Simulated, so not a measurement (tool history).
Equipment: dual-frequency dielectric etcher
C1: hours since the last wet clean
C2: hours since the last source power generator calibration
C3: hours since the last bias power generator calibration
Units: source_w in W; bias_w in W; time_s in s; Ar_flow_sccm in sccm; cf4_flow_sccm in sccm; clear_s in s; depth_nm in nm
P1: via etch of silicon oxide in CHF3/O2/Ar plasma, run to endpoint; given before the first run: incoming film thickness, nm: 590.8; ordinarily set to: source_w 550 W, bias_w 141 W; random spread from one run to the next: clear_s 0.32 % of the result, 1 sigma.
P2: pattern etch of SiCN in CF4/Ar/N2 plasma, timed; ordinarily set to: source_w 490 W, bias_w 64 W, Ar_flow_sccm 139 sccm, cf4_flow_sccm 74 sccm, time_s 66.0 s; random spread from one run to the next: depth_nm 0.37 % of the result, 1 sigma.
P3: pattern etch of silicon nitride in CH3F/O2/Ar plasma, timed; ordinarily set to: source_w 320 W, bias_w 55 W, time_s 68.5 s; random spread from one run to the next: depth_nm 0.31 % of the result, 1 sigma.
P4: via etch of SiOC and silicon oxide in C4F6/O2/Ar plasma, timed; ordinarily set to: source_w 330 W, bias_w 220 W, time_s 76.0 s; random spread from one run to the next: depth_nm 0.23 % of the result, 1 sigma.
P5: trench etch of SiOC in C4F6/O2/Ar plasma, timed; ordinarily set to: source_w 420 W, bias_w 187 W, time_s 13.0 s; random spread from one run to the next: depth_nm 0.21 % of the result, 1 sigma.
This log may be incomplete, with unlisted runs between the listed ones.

run 1 hour=14.3 | process=P1 source_w=550 bias_w=141 | C1=220.0 C2=508.1 C3=2321.6 | clear_s=338.64
run 2 hour=21.9 | process=P1 source_w=550 bias_w=141 | C1=227.6 C2=515.7 C3=2329.2 | clear_s=338.17
run 3 hour=33.3 | process=P3 source_w=320 bias_w=55 time_s=68.5 | C1=239.0 C2=527.1 C3=2340.6 | depth_nm=39.956
run 4 hour=42.3 | process=P4 source_w=330 bias_w=264 time_s=76.0 | C1=248.0 C2=536.1 C3=2349.6 | depth_nm=95.283
run 5 hour=50.4 | process=P1 source_w=550 bias_w=178 | C1=256.1 C2=544.2 C3=2357.7 | clear_s=314.15
run 6 hour=62.2 | process=P4 source_w=330 bias_w=220 time_s=76.0 | C1=267.9 C2=556.0 C3=2369.5 | depth_nm=89.062
run 7 hour=76.0 | process=P5 source_w=420 bias_w=187 time_s=18.0 | C1=281.7 C2=569.8 C3=2383.3 | depth_nm=38.623
run 8 hour=83.9 | process=P2 source_w=490 bias_w=64 time_s=66.0 Ar_flow_sccm=92 cf4_flow_sccm=74 | C1=289.6 C2=577.7 C3=2391.2 | depth_nm=62.269
run 9 hour=93.8 | process=P1 source_w=680 bias_w=141 | C1=299.5 C2=587.6 C3=2401.1 | clear_s=311.91
run 10 hour=101.8 | process=P5 source_w=420 bias_w=187 time_s=13.0 | C1=307.5 C2=595.6 C3=2409.1 | depth_nm=27.941
run 11 hour=111.3 | process=P5 source_w=320 bias_w=187 time_s=13.0 | C1=317.0 C2=605.1 C3=2418.6 | depth_nm=25.135
run 12 hour=124.9 | process=P4 source_w=330 bias_w=220 time_s=57.0 | C1=330.6 C2=618.7 C3=2432.2 | depth_nm=67.128
run 13 hour=141.4 | process=P1 source_w=430 bias_w=177 | C1=347.1 C2=635.2 C3=2448.7 | clear_s=344.71
run 14 hour=153.7 | process=P1 source_w=550 bias_w=141 | C1=359.4 C2=647.5 C3=2461.0 | clear_s=339.21
run 15 hour=167.2 | process=P4 source_w=330 bias_w=220 time_s=76.0 | C1=372.9 C2=661.0 C3=2474.5 | depth_nm=89.049
run 16 hour=183.5 | process=P5 source_w=420 bias_w=259 time_s=13.0 | C1=389.2 C2=677.3 C3=2490.8 | depth_nm=31.198
run 17 hour=195.0 | process=P3 source_w=320 bias_w=55 time_s=90.0 | C1=400.7 C2=688.8 C3=2502.3 | depth_nm=52.377
run 18 hour=207.0 | process=P3 source_w=320 bias_w=40 time_s=68.5 | C1=412.7 C2=700.8 C3=2514.3 | depth_nm=36.013
run 19 hour=216.1 | process=P1 source_w=550 bias_w=141 | C1=421.8 C2=709.9 C3=2523.4 | clear_s=336.37
run 20 hour=231.7 | process=P3 source_w=240 bias_w=55 time_s=68.5 | C1=437.4 C2=725.5 C3=2539.0 | depth_nm=35.744
run 21 hour=241.6 | process=P2 source_w=370 bias_w=64 time_s=66.0 Ar_flow_sccm=139 cf4_flow_sccm=74 | C1=447.3 C2=735.4 C3=2548.9 | depth_nm=46.145

Forecast run 22:
run 22 hour=257.2 | process=P1 source_w=550 bias_w=115 | C1=462.9 C2=751.0 C3=2564.5 | clear_s=?

clear_s: 361.28 s

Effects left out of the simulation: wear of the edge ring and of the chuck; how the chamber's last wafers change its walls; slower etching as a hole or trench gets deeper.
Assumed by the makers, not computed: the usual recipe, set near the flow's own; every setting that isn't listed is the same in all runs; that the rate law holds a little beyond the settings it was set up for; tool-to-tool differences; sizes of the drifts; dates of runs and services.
